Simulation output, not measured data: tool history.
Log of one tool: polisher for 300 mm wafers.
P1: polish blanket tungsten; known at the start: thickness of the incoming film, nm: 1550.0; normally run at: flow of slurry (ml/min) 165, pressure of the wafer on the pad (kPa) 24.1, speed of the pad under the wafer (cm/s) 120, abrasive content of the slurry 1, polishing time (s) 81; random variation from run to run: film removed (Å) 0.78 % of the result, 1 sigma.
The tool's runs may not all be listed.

run	day	flow of slurry (ml/min)	pressure of the wafer on the pad (kPa)	speed of the pad under the wafer (cm/s)	abrasive content of the slurry	polishing time (s)	film removed (Å)
1	0.138	165	24.1	120	1	81	3744.3
2	0.354	165	24.1	120	1	48	2221.6
3	0.533	165	24.1	120	1	81	3741.6
4	0.762	100	24.1	120	1	81	3393.1
5	0.946	165	24.1	54	1	81	1669.2
6	1.075	165	24.1	120	1	118	5372.2
7	1.3	165	24.1	120	0.55	81	3240.3
8	1.512	165	24.1	174	1	81	5445.2
9	1.712	165	24.1	120	1	81	3748.9
10	1.942	165	24.1	120	1	81	3694.7
11	2.129	245	24.1	120	1.35	81	4181.5
12	2.283	165	24.1	120	1	81	3722
13	2.45	165	35.2	120	1	81	5456.8
14	2.638	235	24.1	120	1	81	3835.5
15	2.846	165	24.1	120	1.3	81	3992.2
16	2.992	165	11	120	1	81	1686.6
# day 3.125: head pressure recalibrated
17	3.217	165	24.1	154	1.25	81	4979
18	3.429	165	24.1	120	1	81	3728.1
19	3.658	165	24.1	120	1	81	3713.7
20	3.8	165	24.1	120	1	81	3663
21	3.988	165	24.1	120	1	81	3510.2
22	4.196	165	24.1	120	1	81	3497
# day 4.3: worn pad replaced by a new one
# day 4.371: slurry tank refilled with fresh slurry and peroxide
# day 4.388: head pressure recalibrated
23	4.396	165	24.1	120	1	81	3531.2
24	4.525	165	24.1	120	1	81	3500.6
25	4.679	165	24.1	120	1	81	3433.2
26	4.883	165	24.1	120	1	81	3456.2
27	5.071	165	24.1	120	1	81	3431.1
28	5.2	165	24.1	120	1	81	3397.4
29	5.354	165	24.1	120	1	81	3413.3

What P1 gives has crept away from where it was. These 2 causes fit the log equally well, each at the size given:
A: slurry flow missing at the pad, % = 33.6
B: abrasive missing from the slurry, % = 28.5
The creep began at about day 3.658.
Why every other cause is out:
removal rate lost through wear of the pad, %: serviced at day 4.3, which brought nothing back
head's pressure below its setpoint, %: serviced at day 4.388, which brought nothing back
peroxide lost from the slurry, %: serviced at day 4.371, which brought nothing back

4 check runs are offered, each on 5 wafers whose results are averaged, their results left as question marks. Which one tells the causes apart?
check 1	5.508	165	24.1	120	1.3	81	?
check 2	5.508	165	33.1	120	0.65	81	?
check 3	5.508	165	11	80	1	81	?
check 4	5.508	120	13.8	120	1	81	?

What each check would give under each cause:
check	result	if A	if B
check 1	film removed (Å)	3660.8	3654
check 2	film removed (Å)	4267.3	4282.9
check 3	film removed (Å)	1047.7	1047.9
check 4	film removed (Å)	1806.2	1853.7
How far apart the two closest causes lie, in the result that separates them most: check 1 0.19 %; check 2 0.37 %; check 3 0.02 %; check 4 2.6 %
Check 4 tells the causes apart: in the others they would give nearly the same result.

Then check 4 was run and gave: film removed (Å) 1859. Which cause is it?

It is B: abrasive missing from the slurry, %.
